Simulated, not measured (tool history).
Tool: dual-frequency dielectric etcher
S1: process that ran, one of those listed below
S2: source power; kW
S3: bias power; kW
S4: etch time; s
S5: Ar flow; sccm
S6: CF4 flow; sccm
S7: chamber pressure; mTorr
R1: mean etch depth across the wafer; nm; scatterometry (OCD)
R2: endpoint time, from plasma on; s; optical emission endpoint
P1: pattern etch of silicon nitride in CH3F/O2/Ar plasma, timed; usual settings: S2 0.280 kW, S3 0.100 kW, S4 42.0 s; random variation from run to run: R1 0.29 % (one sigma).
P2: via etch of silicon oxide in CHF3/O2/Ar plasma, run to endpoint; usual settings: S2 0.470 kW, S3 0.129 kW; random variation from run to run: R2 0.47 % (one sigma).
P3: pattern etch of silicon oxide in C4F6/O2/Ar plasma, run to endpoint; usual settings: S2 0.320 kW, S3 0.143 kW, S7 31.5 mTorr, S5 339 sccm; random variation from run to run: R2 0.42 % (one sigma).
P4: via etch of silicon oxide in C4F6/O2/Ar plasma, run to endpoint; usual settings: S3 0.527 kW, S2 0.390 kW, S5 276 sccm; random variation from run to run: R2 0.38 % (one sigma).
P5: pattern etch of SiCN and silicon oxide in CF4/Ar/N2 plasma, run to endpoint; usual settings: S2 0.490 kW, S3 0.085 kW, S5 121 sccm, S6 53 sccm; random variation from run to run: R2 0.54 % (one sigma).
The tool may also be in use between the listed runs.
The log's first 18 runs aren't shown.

{"run": 19, "hour": 159.6, "S1": "P5", "S2": 0.31, "S3": 0.085, "S5": 121, "S6": 53, "R2": 16.393}
{"run": 20, "hour": 167.6, "S1": "P1", "S2": 0.28, "S3": 0.127, "S4": 42.0, "R1": 31.95}
{"run": 21, "hour": 177.3, "S1": "P4", "S2": 0.39, "S3": 0.527, "S5": 164, "R2": 17.208}
{"run": 22, "hour": 185.6, "S1": "P1", "S2": 0.28, "S3": 0.068, "S4": 42.0, "R1": 25.395}
{"run": 23, "hour": 193.6, "S1": "P3", "S2": 0.32, "S3": 0.143, "S5": 339, "S7": 42.0, "R2": 20.063}
{"run": 24, "hour": 200.2, "S1": "P5", "S2": 0.49, "S3": 0.085, "S5": 121, "S6": 32, "R2": 12.011}
{"run": 25, "hour": 209.6, "S1": "P1", "S2": 0.28, "S3": 0.1, "S4": 42.0, "R1": 29.168}
{"run": 26, "hour": 219.2, "S1": "P3", "S2": 0.21, "S3": 0.143, "S5": 339, "S7": 31.5, "R2": 22.748}
{"run": 27, "hour": 227.3, "S1": "P2", "S2": 0.47, "S3": 0.129, "R2": 479.09}
{"run": 28, "hour": 237.6, "S1": "P1", "S2": 0.28, "S3": 0.1, "S4": 42.0, "R1": 29.246}
{"run": 29, "hour": 249.2, "S1": "P4", "S2": 0.39, "S3": 0.527, "S5": 276, "R2": 18.126}
{"run": 30, "hour": 259.0, "S1": "P1", "S2": 0.28, "S3": 0.1, "S4": 42.0, "R1": 29.192}
{"run": 31, "hour": 266.6, "S1": "P1", "S2": 0.38, "S3": 0.1, "S4": 42.0, "R1": 32.774}
{"run": 32, "hour": 276.4, "S1": "P1", "S2": 0.23, "S3": 0.1, "S4": 52.5, "R1": 33.845}
{"run": 33, "hour": 286.4, "S1": "P3", "S2": 0.32, "S3": 0.143, "S5": 339, "S7": 31.5, "R2": 19.352}
{"run": 34, "hour": 293.3, "S1": "P1", "S2": 0.28, "S3": 0.1, "S4": 42.0, "R1": 29.154}
{"run": 35, "hour": 303.1, "S1": "P1", "S2": 0.28, "S3": 0.1, "S4": 42.0, "R1": 29.331}
{"run": 36, "hour": 313.5, "S1": "P1", "S2": 0.28, "S3": 0.1, "S4": 42.0, "R1": 29.556}
{"run": 37, "hour": 323.5, "S1": "P1", "S2": 0.28, "S3": 0.1, "S4": 42.0, "R1": 29.388}
{"hour": 328.5, "done": "wet clean of the chamber"}
{"run": 38, "hour": 332.8, "S1": "P1", "S2": 0.28, "S3": 0.1, "S4": 42.0, "R1": 29.425}

Forecast run 39:
{"run": 39, "hour": 342.6, "S1": "P1", "S2": 0.28, "S3": 0.1, "S4": 42.0, "R1": "?"}

{"run 39": {"R1": 29.689}}
